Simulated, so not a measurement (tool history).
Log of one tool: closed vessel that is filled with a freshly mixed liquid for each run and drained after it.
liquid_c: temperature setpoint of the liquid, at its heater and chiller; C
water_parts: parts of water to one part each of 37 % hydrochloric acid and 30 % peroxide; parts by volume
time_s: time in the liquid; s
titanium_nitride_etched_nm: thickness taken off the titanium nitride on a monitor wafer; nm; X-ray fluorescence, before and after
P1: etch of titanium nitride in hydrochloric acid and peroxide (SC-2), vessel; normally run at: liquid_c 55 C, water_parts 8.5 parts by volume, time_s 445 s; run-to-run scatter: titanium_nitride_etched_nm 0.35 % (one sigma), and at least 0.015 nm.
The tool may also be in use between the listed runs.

run  hour  liquid_c  water_parts  time_s  titanium_nitride_etched_nm
  1   4.4        55          8.5     445                      24.406
  2   7.9        55         14.5     445                      15.487
  3  13.2        55          8.5     225                      12.343
  4  18.6        55          8.5     445                      24.411
  5  23.2        55          8.5     445                      24.371
  6  26.3      70.5            4     445                      110.72
  7  29.4        65          8.5     195                      19.914
  8    32      69.5          8.5     445                      60.093
  9  36.9        55          8.5     885                      48.223
 10  41.5        55          8.5     445                      24.314
 11  45.2        55            4     445                      42.542

Run 12 comes next. What will it give?
 12  50.5        55          8.5     445                           ?

Run 12 gave titanium_nitride_etched_nm 24.311 nm.
